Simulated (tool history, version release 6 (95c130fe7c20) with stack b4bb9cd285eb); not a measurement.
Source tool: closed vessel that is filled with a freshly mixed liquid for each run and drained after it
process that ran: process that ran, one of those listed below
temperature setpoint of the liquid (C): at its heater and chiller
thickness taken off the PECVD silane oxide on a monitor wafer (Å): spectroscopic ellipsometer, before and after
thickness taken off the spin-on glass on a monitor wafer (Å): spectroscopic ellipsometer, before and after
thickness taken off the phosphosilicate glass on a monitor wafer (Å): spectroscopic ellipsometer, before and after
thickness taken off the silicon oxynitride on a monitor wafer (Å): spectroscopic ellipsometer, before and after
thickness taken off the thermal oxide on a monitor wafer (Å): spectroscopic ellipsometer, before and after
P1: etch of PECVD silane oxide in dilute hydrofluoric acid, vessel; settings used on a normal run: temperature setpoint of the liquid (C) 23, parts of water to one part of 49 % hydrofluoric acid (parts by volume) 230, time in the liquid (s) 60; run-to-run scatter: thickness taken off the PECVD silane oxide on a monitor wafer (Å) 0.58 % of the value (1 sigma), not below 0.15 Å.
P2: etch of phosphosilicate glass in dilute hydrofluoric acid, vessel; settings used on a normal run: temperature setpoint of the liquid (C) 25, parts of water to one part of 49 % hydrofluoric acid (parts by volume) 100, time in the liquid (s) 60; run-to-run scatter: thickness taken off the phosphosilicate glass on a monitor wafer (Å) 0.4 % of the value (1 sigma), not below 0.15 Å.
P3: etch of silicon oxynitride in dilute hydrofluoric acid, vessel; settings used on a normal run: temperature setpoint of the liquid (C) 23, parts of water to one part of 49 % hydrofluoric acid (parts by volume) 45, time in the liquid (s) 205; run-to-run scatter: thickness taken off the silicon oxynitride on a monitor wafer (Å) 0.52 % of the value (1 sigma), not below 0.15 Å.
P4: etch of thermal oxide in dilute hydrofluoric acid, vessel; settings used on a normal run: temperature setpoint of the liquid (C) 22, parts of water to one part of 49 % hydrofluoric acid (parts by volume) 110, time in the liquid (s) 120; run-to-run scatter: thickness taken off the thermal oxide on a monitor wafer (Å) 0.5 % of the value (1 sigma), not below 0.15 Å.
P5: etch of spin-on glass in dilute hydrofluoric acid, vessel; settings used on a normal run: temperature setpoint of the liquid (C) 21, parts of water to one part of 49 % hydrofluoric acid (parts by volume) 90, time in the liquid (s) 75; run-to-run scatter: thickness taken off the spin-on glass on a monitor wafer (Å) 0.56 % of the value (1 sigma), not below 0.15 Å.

run	hour	process that ran	temperature setpoint of the liquid (C)	parts of water to one part of 49 % hydrofluoric acid (parts by volume)	time in the liquid (s)	hours since the thermometer was replaced	hours since the hydrofluoric acid flow meter was replaced	thickness taken off the PECVD silane oxide on a monitor wafer (Å)	thickness taken off the spin-on glass on a monitor wafer (Å)	thickness taken off the phosphosilicate glass on a monitor wafer (Å)	thickness taken off the silicon oxynitride on a monitor wafer (Å)	thickness taken off the thermal oxide on a monitor wafer (Å)
1	4.4	P1	23	230	60	1607.1	182.9	104.65				
2	7.3	P1	17	230	60	1610	185.8	83.212				
3	10.7	P1	23	230	95	1613.4	189.2	165.23				
4	13.2	P5	21	90	75	1615.9	191.7		413.95			
5	17.6	P2	25	100	30	1620.3	196.1			189.9		
6	19.8	P5	27	90	75	1622.5	198.3		529.44			
7	24.2	P3	23	45	205	1626.9	202.7				64.099	
8	26.5	P1	23	230	30	1629.2	205	51.906				
9	30	P3	17	45	205	1632.7	208.5				47.359	
10	34.3	P2	25	100	60	1637	212.8			379.59		
11	36.6	P4	26.5	110	120	1639.3	215.1					56.78
12	38.9	P1	23	230	60	1641.6	217.4	105.68				
13	43.2	P3	23	45	45	1645.9	221.7				13.628	
14	47.4	P1	29.5	230	60	1650.1	225.9	131.28				
15	49.6	P1	23	365	60	1652.3	228.1	58.36				
16	52.9	P1	23	85	60	1655.6	231.4	331.78				
17	55.3	P5	21	90	75	1658	233.8		415.6			
18	58.5	P4	22	110	120	1661.2	237					47.336
19	61.2	P2	25	180	60	1663.9	239.7			192.37		
20	65.3	P1	23	125	115	1668	243.8	414.37				
21	68.7	P2	25	100	60	1671.4	247.2			376.46		
# hour 70.6: hydrofluoric acid flow meter replaced
22	71.5	P3	23	20	205	1674.2	1				146.04	
23	73.7	P4	22	110	30	1676.4	3.2					11.746
24	77.6	P5	21	135	75	1680.3	7.1		264.46			
25	81.7	P1	23	230	60	1684.4	11.2	104.81				
26	83.7	P2	19	100	60	1686.4	13.2			296.13		
27	86.6	P1	23	230	60	1689.3	16.1	105.46				
28	89.8	P4	22	35	120	1692.5	19.3					162.14
29	91.7	P4	22	110	120	1694.4	21.2					47.199
30	95.8	P5	21	90	35	1698.5	25.3		194.35			
31	98.2	P1	23	230	60	1700.9	27.7	104.7				
32	101.2	P1	23	230	60	1703.9	30.7	106.89				
33	103.4	P1	23	230	60	1706.1	32.9	107.81				
34	106.2	P1	23	230	60	1708.9	35.7	109.76				
35	109.2	P1	23	230	60	1711.9	38.7	110.27				
36	111.3	P1	23	230	60	1714	40.8	109.59				
37	114.9	P1	23	230	60	1717.6	44.4	110.29				
38	118.3	P1	23	230	60	1721	47.8	110.61				
39	120.8	P1	23	230	60	1723.5	50.3	112.57				
40	125.2	P1	23	230	60	1727.9	54.7	111.68				
41	129.1	P1	23	230	60	1731.8	58.6	111.58				
42	132.2	P1	23	230	60	1734.9	61.7	112.58				

What P1 gives has crept away from where it was. These 2 causes fit the log equally well, each at the size given:
A: hydrofluoric acid flow above the setpoint (%) = 5.56
B: liquid hotter than its thermometer reads (K) = 1.84
At approximately hour 98.2, the process output began to creep.

Of the 4 check runs below, each run on 2 wafers with the results averaged and each result still a question mark, which one would tell the listed causes apart?
check 1	135.3	P3	17	45	205						?	
check 2	135.3	P5	26.5	125	75				?			
check 3	135.3	P4	26	110	120							?
check 4	135.3	P2	21	175	60					?		

Predicted outcomes, by check and by cause:
check	result	if A	if B
check 1	thickness taken off the silicon oxynitride on a monitor wafer (Å)	50.167	52.156
check 2	thickness taken off the spin-on glass on a monitor wafer (Å)	379.06	381.68
check 3	thickness taken off the thermal oxide on a monitor wafer (Å)	58.934	59.465
check 4	thickness taken off the phosphosilicate glass on a monitor wafer (Å)	180.61	181.88
Minimum pairwise separation of causes per check, each pair taken at its best-separating result: check 1 3.89 %; check 2 0.69 %; check 3 0.9 %; check 4 0.7 %
Only in check 1 would the causes give clearly different results; in the remaining checks their results would be nearly the same.

Then check 1 was run and gave: thickness taken off the silicon oxynitride on a monitor wafer (Å) 52.241. Which cause is it?

B is the cause: liquid hotter than its thermometer reads (K).
